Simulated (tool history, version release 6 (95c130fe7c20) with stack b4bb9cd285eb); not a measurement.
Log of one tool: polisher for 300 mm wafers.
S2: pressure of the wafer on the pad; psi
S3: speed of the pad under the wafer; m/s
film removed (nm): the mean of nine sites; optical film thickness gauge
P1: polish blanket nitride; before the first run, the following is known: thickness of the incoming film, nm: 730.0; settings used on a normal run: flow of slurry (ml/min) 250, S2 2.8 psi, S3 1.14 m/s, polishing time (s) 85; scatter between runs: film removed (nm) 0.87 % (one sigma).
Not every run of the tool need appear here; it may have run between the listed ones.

{"run": 1, "day": 0.538, "flow of slurry (ml/min)": 250, "S2": 2.8, "S3": 1.14, "polishing time (s)": 85, "film removed (nm)": 125.57}
{"run": 2, "day": 0.838, "flow of slurry (ml/min)": 250, "S2": 2.8, "S3": 1.14, "polishing time (s)": 85, "film removed (nm)": 125.81}
{"day": 1.012, "done": "head pressure recalibrated"}
{"run": 3, "day": 1.479, "flow of slurry (ml/min)": 250, "S2": 2.0, "S3": 1.14, "polishing time (s)": 126, "film removed (nm)": 132.46}
{"run": 4, "day": 1.988, "flow of slurry (ml/min)": 330, "S2": 2.8, "S3": 0.66, "polishing time (s)": 85, "film removed (nm)": 84.194}
{"run": 5, "day": 2.433, "flow of slurry (ml/min)": 250, "S2": 2.8, "S3": 1.14, "polishing time (s)": 85, "film removed (nm)": 125.16}
{"run": 6, "day": 2.846, "flow of slurry (ml/min)": 250, "S2": 2.8, "S3": 1.14, "polishing time (s)": 85, "film removed (nm)": 125.04}
{"run": 7, "day": 3.338, "flow of slurry (ml/min)": 250, "S2": 2.8, "S3": 1.62, "polishing time (s)": 85, "film removed (nm)": 166.76}
{"run": 8, "day": 3.854, "flow of slurry (ml/min)": 250, "S2": 2.8, "S3": 1.14, "polishing time (s)": 85, "film removed (nm)": 127.26}
{"run": 9, "day": 4.442, "flow of slurry (ml/min)": 250, "S2": 3.9, "S3": 1.14, "polishing time (s)": 85, "film removed (nm)": 176.19}
{"run": 10, "day": 4.95, "flow of slurry (ml/min)": 250, "S2": 2.8, "S3": 1.14, "polishing time (s)": 131, "film removed (nm)": 193.89}
{"run": 11, "day": 5.258, "flow of slurry (ml/min)": 250, "S2": 2.8, "S3": 0.56, "polishing time (s)": 85, "film removed (nm)": 71.216}
{"run": 12, "day": 5.875, "flow of slurry (ml/min)": 150, "S2": 2.8, "S3": 1.14, "polishing time (s)": 85, "film removed (nm)": 116.99}
{"run": 13, "day": 6.425, "flow of slurry (ml/min)": 250, "S2": 1.3, "S3": 1.14, "polishing time (s)": 85, "film removed (nm)": 59.097}
{"run": 14, "day": 6.792, "flow of slurry (ml/min)": 250, "S2": 2.8, "S3": 1.14, "polishing time (s)": 58, "film removed (nm)": 85.687}
{"run": 15, "day": 7.175, "flow of slurry (ml/min)": 385, "S2": 2.8, "S3": 1.14, "polishing time (s)": 85, "film removed (nm)": 131.83}
{"run": 16, "day": 7.596, "flow of slurry (ml/min)": 250, "S2": 1.9, "S3": 1.14, "polishing time (s)": 51, "film removed (nm)": 50.728}

Run 17 is up next; what results do you expect?
{"run": 17, "day": 8.15, "flow of slurry (ml/min)": 250, "S2": 2.8, "S3": 1.14, "polishing time (s)": 85, "film removed (nm)": "?"}

{"run 17": {"film removed (nm)": 126.06}}

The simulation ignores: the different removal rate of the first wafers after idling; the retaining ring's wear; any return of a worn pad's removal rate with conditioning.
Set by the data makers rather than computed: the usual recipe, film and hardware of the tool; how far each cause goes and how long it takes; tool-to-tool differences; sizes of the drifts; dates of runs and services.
